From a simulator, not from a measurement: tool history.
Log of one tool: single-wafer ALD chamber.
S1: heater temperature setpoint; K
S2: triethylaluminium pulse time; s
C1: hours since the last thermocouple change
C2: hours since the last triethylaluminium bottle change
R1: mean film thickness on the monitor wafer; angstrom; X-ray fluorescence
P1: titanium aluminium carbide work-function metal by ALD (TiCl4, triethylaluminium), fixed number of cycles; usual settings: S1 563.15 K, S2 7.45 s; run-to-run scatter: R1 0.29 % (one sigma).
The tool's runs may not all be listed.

{"run": 1, "hour": 5.9, "S1": 563.15, "S2": 7.45, "C1": 1861.7, "C2": 263.5, "R1": 18.37}
{"run": 2, "hour": 9.1, "S1": 563.15, "S2": 4.08, "C1": 1864.9, "C2": 266.7, "R1": 14.916}
{"run": 3, "hour": 12.9, "S1": 577.15, "S2": 10.26, "C1": 1868.7, "C2": 270.5, "R1": 20.451}
{"run": 4, "hour": 17.8, "S1": 563.15, "S2": 7.45, "C1": 1873.6, "C2": 275.4, "R1": 18.261}
{"run": 5, "hour": 20.7, "S1": 563.15, "S2": 7.45, "C1": 1876.5, "C2": 278.3, "R1": 18.338}
{"run": 6, "hour": 25.9, "S1": 563.15, "S2": 9.88, "C1": 1881.7, "C2": 283.5, "R1": 19.107}
{"run": 7, "hour": 31.6, "S1": 549.15, "S2": 3.89, "C1": 1887.4, "C2": 289.2, "R1": 13.77}
{"run": 8, "hour": 35.5, "S1": 563.15, "S2": 7.45, "C1": 1891.3, "C2": 293.1, "R1": 18.289}
{"run": 9, "hour": 40.5, "S1": 584.15, "S2": 7.45, "C1": 1896.3, "C2": 298.1, "R1": 20.092}
{"run": 10, "hour": 44.0, "S1": 563.15, "S2": 7.45, "C1": 1899.8, "C2": 301.6, "R1": 18.194}
{"run": 11, "hour": 50.5, "S1": 551.15, "S2": 7.45, "C1": 1906.3, "C2": 308.1, "R1": 17.396}
{"run": 12, "hour": 55.2, "S1": 563.15, "S2": 7.45, "C1": 1911, "C2": 312.8, "R1": 18.381}
{"run": 13, "hour": 61.5, "S1": 563.15, "S2": 7.45, "C1": 1917.3, "C2": 319.1, "R1": 18.133}
{"run": 14, "hour": 66.0, "S1": 563.15, "S2": 7.45, "C1": 1921.8, "C2": 323.6, "R1": 18.06}
{"run": 15, "hour": 70.8, "S1": 563.15, "S2": 7.45, "C1": 1926.6, "C2": 328.4, "R1": 17.931}
{"run": 16, "hour": 77.5, "S1": 563.15, "S2": 7.45, "C1": 1933.3, "C2": 335.1, "R1": 17.847}
{"run": 17, "hour": 81.4, "S1": 563.15, "S2": 7.45, "C1": 1937.2, "C2": 339, "R1": 17.819}
{"run": 18, "hour": 84.4, "S1": 563.15, "S2": 7.45, "C1": 1940.2, "C2": 342, "R1": 17.841}
{"run": 19, "hour": 88.1, "S1": 563.15, "S2": 7.45, "C1": 1943.9, "C2": 345.7, "R1": 17.914}
{"run": 20, "hour": 91.1, "S1": 563.15, "S2": 7.45, "C1": 1946.9, "C2": 348.7, "R1": 17.87}
{"run": 21, "hour": 96.8, "S1": 563.15, "S2": 7.45, "C1": 1952.6, "C2": 354.4, "R1": 17.845}

What P1 gives has crept away from where it was. These 2 causes fit the log equally well, each at the size given:
A: wafer temperature below the value expected at the setpoint (K) = 5.3
B: triethylaluminium dose below that of a fresh bottle (%) = 9.81
The creep began at about hour 55.2.

4 check runs are offered, one wafer each, their results left as question marks. Which one tells the causes apart?
{"run": "check 1", "hour": 102.5, "S1": 573.15, "S2": 7.45, "R1": "?"}
{"run": "check 2", "hour": 102.5, "S1": 578.15, "S2": 7.45, "R1": "?"}
{"run": "check 3", "hour": 102.5, "S1": 572.15, "S2": 7.45, "R1": "?"}
{"run": "check 4", "hour": 102.5, "S1": 572.15, "S2": 4.62, "R1": "?"}

What each check would give under each cause:
check=check_1 result=R1 if_A=18.704 if_B=18.688
check=check_2 result=R1 if_A=19.118 if_B=19.095
check=check_3 result=R1 if_A=18.621 if_B=18.607
check=check_4 result=R1 if_A=16.066 if_B=15.735
How far apart the two closest causes lie, in the result that separates them most: check 1 0.08 %; check 2 0.12 %; check 3 0.07 %; check 4 2.08 %
Check 4 tells the causes apart: in the others they would give nearly the same result.

Then check 4 was run and gave: R1 15.69 angstrom. Which cause is it?

It is B: triethylaluminium dose below that of a fresh bottle (%).
